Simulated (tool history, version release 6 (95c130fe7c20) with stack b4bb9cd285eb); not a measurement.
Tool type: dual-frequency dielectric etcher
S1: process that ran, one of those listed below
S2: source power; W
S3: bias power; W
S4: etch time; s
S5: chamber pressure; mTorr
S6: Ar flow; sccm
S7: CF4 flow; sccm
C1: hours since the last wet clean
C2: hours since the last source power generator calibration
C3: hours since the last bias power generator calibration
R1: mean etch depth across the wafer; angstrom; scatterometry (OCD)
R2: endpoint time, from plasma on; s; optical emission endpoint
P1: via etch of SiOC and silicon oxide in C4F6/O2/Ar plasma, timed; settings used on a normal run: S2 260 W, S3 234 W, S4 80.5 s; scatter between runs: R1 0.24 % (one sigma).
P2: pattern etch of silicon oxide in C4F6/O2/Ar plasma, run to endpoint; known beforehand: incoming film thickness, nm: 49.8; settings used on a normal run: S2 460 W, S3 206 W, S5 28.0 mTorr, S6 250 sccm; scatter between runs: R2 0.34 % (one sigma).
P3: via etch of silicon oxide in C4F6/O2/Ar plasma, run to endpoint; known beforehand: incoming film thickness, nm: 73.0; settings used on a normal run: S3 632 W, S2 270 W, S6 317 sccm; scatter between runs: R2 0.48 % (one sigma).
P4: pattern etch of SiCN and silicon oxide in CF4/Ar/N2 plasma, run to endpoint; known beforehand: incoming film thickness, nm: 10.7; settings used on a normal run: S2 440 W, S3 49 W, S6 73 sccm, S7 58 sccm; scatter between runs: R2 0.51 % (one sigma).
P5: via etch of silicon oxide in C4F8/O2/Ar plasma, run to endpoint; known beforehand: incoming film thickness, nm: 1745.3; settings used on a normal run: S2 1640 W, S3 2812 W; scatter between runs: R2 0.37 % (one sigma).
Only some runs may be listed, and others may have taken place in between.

run 1 hour=3.4 | S1=P1 S2=260 S3=234 S4=80.5 | C1=146.3 C2=1388.7 C3=1293.2 | R1=844.33
run 2 hour=6.5 | S1=P1 S2=260 S3=234 S4=80.5 | C1=149.4 C2=1391.8 C3=1296.3 | R1=842.36
run 3 hour=9.6 | S1=P1 S2=330 S3=234 S4=80.5 | C1=152.5 C2=1394.9 C3=1299.4 | R1=924.81
run 4 hour=12.4 | S1=P1 S2=260 S3=234 S4=51.0 | C1=155.3 C2=1397.7 C3=1302.2 | R1=534.78
run 5 hour=14.9 | S1=P2 S2=460 S3=206 S5=28.0 S6=250 | C1=157.8 C2=1400.2 C3=1304.7 | R2=14.153
run 6 hour=20.4 | S1=P3 S2=270 S3=632 S6=377 | C1=163.3 C2=1405.7 C3=1310.2 | R2=17.505
-- hour=22.2 wet clean of the chamber
run 7 hour=24.3 | S1=P4 S2=440 S3=49 S6=73 S7=58 | C1=2.1 C2=1409.6 C3=1314.1 | R2=13.978
run 8 hour=26.9 | S1=P1 S2=260 S3=162 S4=80.5 | C1=4.7 C2=1412.2 C3=1316.7 | R1=742.78
run 9 hour=32.3 | S1=P1 S2=200 S3=234 S4=80.5 | C1=10.1 C2=1417.6 C3=1322.1 | R1=764.62
run 10 hour=35.2 | S1=P1 S2=300 S3=278 S4=80.5 | C1=13.0 C2=1420.5 C3=1325.0 | R1=948.95
run 11 hour=39.2 | S1=P3 S2=270 S3=390 S6=317 | C1=17.0 C2=1424.5 C3=1329.0 | R2=20.637
run 12 hour=42.6 | S1=P3 S2=270 S3=632 S6=317 | C1=20.4 C2=1427.9 C3=1332.4 | R2=17.127
run 13 hour=46.6 | S1=P1 S2=260 S3=322 S4=80.5 | C1=24.4 C2=1431.9 C3=1336.4 | R1=949.56
run 14 hour=51.5 | S1=P4 S2=440 S3=49 S6=73 S7=46 | C1=29.3 C2=1436.8 C3=1341.3 | R2=14.469
run 15 hour=55.8 | S1=P1 S2=260 S3=234 S4=80.5 | C1=33.6 C2=1441.1 C3=1345.6 | R1=845.77
run 16 hour=60.2 | S1=P4 S2=440 S3=65 S6=73 S7=58 | C1=38.0 C2=1445.5 C3=1350.0 | R2=12.843
run 17 hour=65.5 | S1=P4 S2=440 S3=49 S6=73 S7=58 | C1=43.3 C2=1450.8 C3=1355.3 | R2=13.925
run 18 hour=70.5 | S1=P2 S2=460 S3=206 S5=39.5 S6=250 | C1=48.3 C2=1455.8 C3=1360.3 | R2=14.686
run 19 hour=74.9 | S1=P5 S2=2050 S3=2812 | C1=52.7 C2=1460.2 C3=1364.7 | R2=310.900
run 20 hour=78.9 | S1=P1 S2=260 S3=234 S4=108.5 | C1=56.7 C2=1464.2 C3=1368.7 | R1=1135.90
run 21 hour=82.1 | S1=P5 S2=1640 S3=2812 | C1=59.9 C2=1467.4 C3=1371.9 | R2=337.150
run 22 hour=86.3 | S1=P3 S2=370 S3=632 S6=317 | C1=64.1 C2=1471.6 C3=1376.1 | R2=15.358
run 23 hour=90.0 | S1=P2 S2=460 S3=206 S5=28.0 S6=306 | C1=67.8 C2=1475.3 C3=1379.8 | R2=14.597

What will run 24 give?
run 24 hour=95.7 | S1=P2 S2=460 S3=158 S5=28.0 S6=250 | C1=73.5 C2=1481.0 C3=1385.5 | R2=?

{"run 24": {"R2": 15.434}}
